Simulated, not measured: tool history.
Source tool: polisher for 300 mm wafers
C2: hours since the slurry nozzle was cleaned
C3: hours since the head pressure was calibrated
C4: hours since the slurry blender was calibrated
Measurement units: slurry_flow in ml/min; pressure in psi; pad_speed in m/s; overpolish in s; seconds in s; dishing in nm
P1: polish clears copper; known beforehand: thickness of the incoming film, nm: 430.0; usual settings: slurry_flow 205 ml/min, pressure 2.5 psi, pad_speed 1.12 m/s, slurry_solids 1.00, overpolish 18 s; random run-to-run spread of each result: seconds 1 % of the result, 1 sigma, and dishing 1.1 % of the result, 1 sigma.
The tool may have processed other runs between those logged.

{"run": 1, "hour": 15.3, "slurry_flow": 205, "pressure": 2.5, "pad_speed": 1.12, "slurry_solids": 1.0, "overpolish": 18, "wafers polished on this pad": 654, "C2": 168.0, "C3": 454.9, "C4": 120.2, "seconds": 150.37, "dishing": 31.752}
{"run": 2, "hour": 26.6, "slurry_flow": 205, "pressure": 2.5, "pad_speed": 1.12, "slurry_solids": 1.0, "overpolish": 5, "wafers polished on this pad": 746, "C2": 179.3, "C3": 466.2, "C4": 131.5, "seconds": 149.02, "dishing": 10.431}
{"run": 3, "hour": 35.2, "slurry_flow": 205, "pressure": 2.5, "pad_speed": 0.72, "slurry_solids": 1.0, "overpolish": 18, "wafers polished on this pad": 816, "C2": 187.9, "C3": 474.8, "C4": 140.1, "seconds": 232.01, "dishing": 22.356}
{"run": 4, "hour": 49.0, "slurry_flow": 205, "pressure": 2.5, "pad_speed": 1.72, "slurry_solids": 1.0, "overpolish": 18, "wafers polished on this pad": 928, "C2": 201.7, "C3": 488.6, "C4": 153.9, "seconds": 96.391, "dishing": 43.037}
{"run": 5, "hour": 58.5, "slurry_flow": 205, "pressure": 2.5, "pad_speed": 1.12, "slurry_solids": 1.3, "overpolish": 8, "wafers polished on this pad": 1005, "C2": 211.2, "C3": 498.1, "C4": 163.4, "seconds": 143.69, "dishing": 17.05}
{"run": 6, "hour": 71.3, "slurry_flow": 205, "pressure": 2.5, "pad_speed": 1.12, "slurry_solids": 1.0, "overpolish": 18, "wafers polished on this pad": 1110, "C2": 224.0, "C3": 510.9, "C4": 176.2, "seconds": 151.21, "dishing": 32.171}
{"run": 7, "hour": 87.9, "slurry_flow": 125, "pressure": 2.5, "pad_speed": 1.12, "slurry_solids": 1.0, "overpolish": 18, "wafers polished on this pad": 1245, "C2": 240.6, "C3": 527.5, "C4": 192.8, "seconds": 162.47, "dishing": 30.198}
{"run": 8, "hour": 102.0, "slurry_flow": 205, "pressure": 2.5, "pad_speed": 1.12, "slurry_solids": 0.75, "overpolish": 18, "wafers polished on this pad": 1359, "C2": 254.7, "C3": 541.6, "C4": 206.9, "seconds": 154.19, "dishing": 30.811}
{"run": 9, "hour": 118.6, "slurry_flow": 205, "pressure": 2.5, "pad_speed": 1.12, "slurry_solids": 1.0, "overpolish": 35, "wafers polished on this pad": 1495, "C2": 271.3, "C3": 558.2, "C4": 223.5, "seconds": 147.72, "dishing": 49.914}
{"run": 10, "hour": 128.5, "slurry_flow": 205, "pressure": 2.5, "pad_speed": 1.12, "slurry_solids": 1.0, "overpolish": 18, "wafers polished on this pad": 1575, "C2": 281.2, "C3": 568.1, "C4": 233.4, "seconds": 148.45, "dishing": 32.607}
{"hour": 135.1, "done": "slurry blender recalibrated"}
{"hour": 137.0, "done": "slurry nozzle cleaned"}
{"run": 11, "hour": 138.2, "slurry_flow": 205, "pressure": 2.5, "pad_speed": 1.12, "slurry_solids": 1.25, "overpolish": 18, "wafers polished on this pad": 1654, "C2": 1.3, "C3": 577.8, "C4": 3.2, "seconds": 142.5, "dishing": 33.453}
{"run": 12, "hour": 149.0, "slurry_flow": 205, "pressure": 2.5, "pad_speed": 1.12, "slurry_solids": 1.0, "overpolish": 18, "wafers polished on this pad": 1742, "C2": 12.1, "C3": 588.6, "C4": 14.0, "seconds": 149.65, "dishing": 31.788}
{"run": 13, "hour": 159.8, "slurry_flow": 205, "pressure": 3.9, "pad_speed": 1.12, "slurry_solids": 1.0, "overpolish": 18, "wafers polished on this pad": 1830, "C2": 22.9, "C3": 599.4, "C4": 24.8, "seconds": 96.333, "dishing": 45.842}
{"run": 14, "hour": 178.1, "slurry_flow": 205, "pressure": 2.5, "pad_speed": 1.12, "slurry_solids": 1.0, "overpolish": 18, "wafers polished on this pad": 1979, "C2": 41.2, "C3": 617.7, "C4": 43.1, "seconds": 149.88, "dishing": 31.879}
{"run": 15, "hour": 186.1, "slurry_flow": 205, "pressure": 3.6, "pad_speed": 1.12, "slurry_solids": 1.3, "overpolish": 18, "wafers polished on this pad": 2044, "C2": 49.2, "C3": 625.7, "C4": 51.1, "seconds": 97.52, "dishing": 44.498}
{"run": 16, "hour": 200.8, "slurry_flow": 205, "pressure": 1.1, "pad_speed": 1.12, "slurry_solids": 1.0, "overpolish": 18, "wafers polished on this pad": 2164, "C2": 63.9, "C3": 640.4, "C4": 65.8, "seconds": 342.98, "dishing": 15.522}
{"run": 17, "hour": 209.4, "slurry_flow": 205, "pressure": 2.5, "pad_speed": 1.12, "slurry_solids": 1.0, "overpolish": 18, "wafers polished on this pad": 2234, "C2": 72.5, "C3": 649.0, "C4": 74.4, "seconds": 149.85, "dishing": 32.054}
{"run": 18, "hour": 227.2, "slurry_flow": 205, "pressure": 2.5, "pad_speed": 1.12, "slurry_solids": 1.0, "overpolish": 18, "wafers polished on this pad": 2379, "C2": 90.3, "C3": 666.8, "C4": 92.2, "seconds": 150.98, "dishing": 32.009}
{"run": 19, "hour": 244.7, "slurry_flow": 270, "pressure": 2.5, "pad_speed": 1.12, "slurry_solids": 1.0, "overpolish": 18, "wafers polished on this pad": 2521, "C2": 107.8, "C3": 684.3, "C4": 109.7, "seconds": 143.62, "dishing": 32.95}
{"run": 20, "hour": 253.8, "slurry_flow": 205, "pressure": 2.5, "pad_speed": 1.12, "slurry_solids": 1.0, "overpolish": 18, "wafers polished on this pad": 2595, "C2": 116.9, "C3": 693.4, "C4": 118.8, "seconds": 149.05, "dishing": 32.583}
{"run": 21, "hour": 264.0, "slurry_flow": 205, "pressure": 2.5, "pad_speed": 1.12, "slurry_solids": 1.0, "overpolish": 18, "wafers polished on this pad": 2678, "C2": 127.1, "C3": 703.6, "C4": 129.0, "seconds": 150.95, "dishing": 31.719}
{"run": 22, "hour": 275.8, "slurry_flow": 205, "pressure": 2.5, "pad_speed": 1.12, "slurry_solids": 1.0, "overpolish": 18, "wafers polished on this pad": 2774, "C2": 138.9, "C3": 715.4, "C4": 140.8, "seconds": 153.83, "dishing": 32.025}
{"run": 23, "hour": 284.2, "slurry_flow": 205, "pressure": 2.5, "pad_speed": 1.12, "slurry_solids": 1.0, "overpolish": 18, "wafers polished on this pad": 2843, "C2": 147.3, "C3": 723.8, "C4": 149.2, "seconds": 156.67, "dishing": 31.475}
{"run": 24, "hour": 296.3, "slurry_flow": 205, "pressure": 2.5, "pad_speed": 1.12, "slurry_solids": 1.0, "overpolish": 18, "wafers polished on this pad": 2941, "C2": 159.4, "C3": 735.9, "C4": 161.3, "seconds": 156.87, "dishing": 30.843}
{"run": 25, "hour": 313.5, "slurry_flow": 205, "pressure": 2.5, "pad_speed": 1.12, "slurry_solids": 1.0, "overpolish": 18, "wafers polished on this pad": 3081, "C2": 176.6, "C3": 753.1, "C4": 178.5, "seconds": 157.72, "dishing": 30.744}
{"hour": 329.3, "done": "head pressure recalibrated"}
{"run": 26, "hour": 329.6, "slurry_flow": 205, "pressure": 2.5, "pad_speed": 1.12, "slurry_solids": 1.0, "overpolish": 18, "wafers polished on this pad": 3212, "C2": 192.7, "C3": 0.4, "C4": 194.6, "seconds": 156.69, "dishing": 30.859}
{"run": 27, "hour": 343.2, "slurry_flow": 205, "pressure": 2.5, "pad_speed": 1.12, "slurry_solids": 1.0, "overpolish": 18, "wafers polished on this pad": 3323, "C2": 206.3, "C3": 14.0, "C4": 208.2, "seconds": 158.58, "dishing": 31.025}
{"run": 28, "hour": 351.1, "slurry_flow": 205, "pressure": 2.5, "pad_speed": 1.12, "slurry_solids": 1.0, "overpolish": 18, "wafers polished on this pad": 3387, "C2": 214.2, "C3": 21.9, "C4": 216.1, "seconds": 157.38, "dishing": 31.056}
{"hour": 358.4, "done": "worn pad replaced by a new one"}
{"run": 29, "hour": 366.9, "slurry_flow": 205, "pressure": 2.5, "pad_speed": 1.12, "slurry_solids": 1.0, "overpolish": 18, "wafers polished on this pad": 69, "C2": 230.0, "C3": 37.7, "C4": 231.9, "seconds": 157.22, "dishing": 31.14}
{"run": 30, "hour": 382.8, "slurry_flow": 205, "pressure": 2.5, "pad_speed": 1.12, "slurry_solids": 1.0, "overpolish": 18, "wafers polished on this pad": 199, "C2": 245.9, "C3": 53.6, "C4": 247.8, "seconds": 156.68, "dishing": 30.572}
{"run": 31, "hour": 398.6, "slurry_flow": 205, "pressure": 2.5, "pad_speed": 1.12, "slurry_solids": 1.0, "overpolish": 18, "wafers polished on this pad": 328, "C2": 261.7, "C3": 69.4, "C4": 263.6, "seconds": 156.15, "dishing": 30.74}

P1 has crept away from where it was. The log is fitted equally well by each of these 2 causes, at the sizes shown:
A: abrasive missing from the slurry, % = 24.9
B: slurry flow missing at the pad, % = 32
The onset of the drift is placed at about hour 253.8.
Ruled out, with reasons:
removal rate lost through wear of the pad, %: was serviced at hour 358.4, once the creep was under way, yet the earlier output never came back
head's pressure below its setpoint, %: was serviced at hour 329.3, once the creep was under way, yet the earlier output never came back

Which of the check runs below tells the causes apart, meaning the causes would give it clearly different results? Each run uses 5 wafers whose results are averaged, and each result is shown as a question mark.
{"run": "check 1", "hour": 414.4, "slurry_flow": 205, "pressure": 2.5, "pad_speed": 1.54, "slurry_solids": 1.0, "overpolish": 18, "seconds": "?", "dishing": "?"}
{"run": "check 2", "hour": 414.4, "slurry_flow": 205, "pressure": 2.5, "pad_speed": 1.12, "slurry_solids": 1.0, "overpolish": 34, "seconds": "?", "dishing": "?"}
{"run": "check 3", "hour": 414.4, "slurry_flow": 125, "pressure": 2.5, "pad_speed": 1.12, "slurry_solids": 1.0, "overpolish": 18, "seconds": "?", "dishing": "?"}
{"run": "check 4", "hour": 414.4, "slurry_flow": 205, "pressure": 2.0, "pad_speed": 1.12, "slurry_solids": 1.0, "overpolish": 18, "seconds": "?", "dishing": "?"}

Outcome of each check run for each possible cause:
check=check_1 result=seconds if_A=115.640 if_B=115.630
check=check_1 result=dishing if_A=38.711 if_B=38.714
check=check_2 result=seconds if_A=159.010 if_B=158.990
check=check_2 result=dishing if_A=47.705 if_B=47.708
check=check_3 result=seconds if_A=172.510 if_B=178.490
check=check_3 result=dishing if_A=28.680 if_B=27.913
check=check_4 result=seconds if_A=198.760 if_B=198.740
check=check_4 result=dishing if_A=25.234 if_B=25.236
Distance between the nearest two causes, measured in the result of the check that separates them most: check 1 0.01 %; check 2 0.01 %; check 3 3.41 %; check 4 0.01 %
Only in check 3 would the causes give clearly different results; in the remaining checks their results would be nearly the same.

Check 3 has now been run. It gave: seconds 176.940 s; dishing 27.988 nm. Which of the candidate causes is it?

The correct cause is B, namely: slurry flow missing at the pad, %.
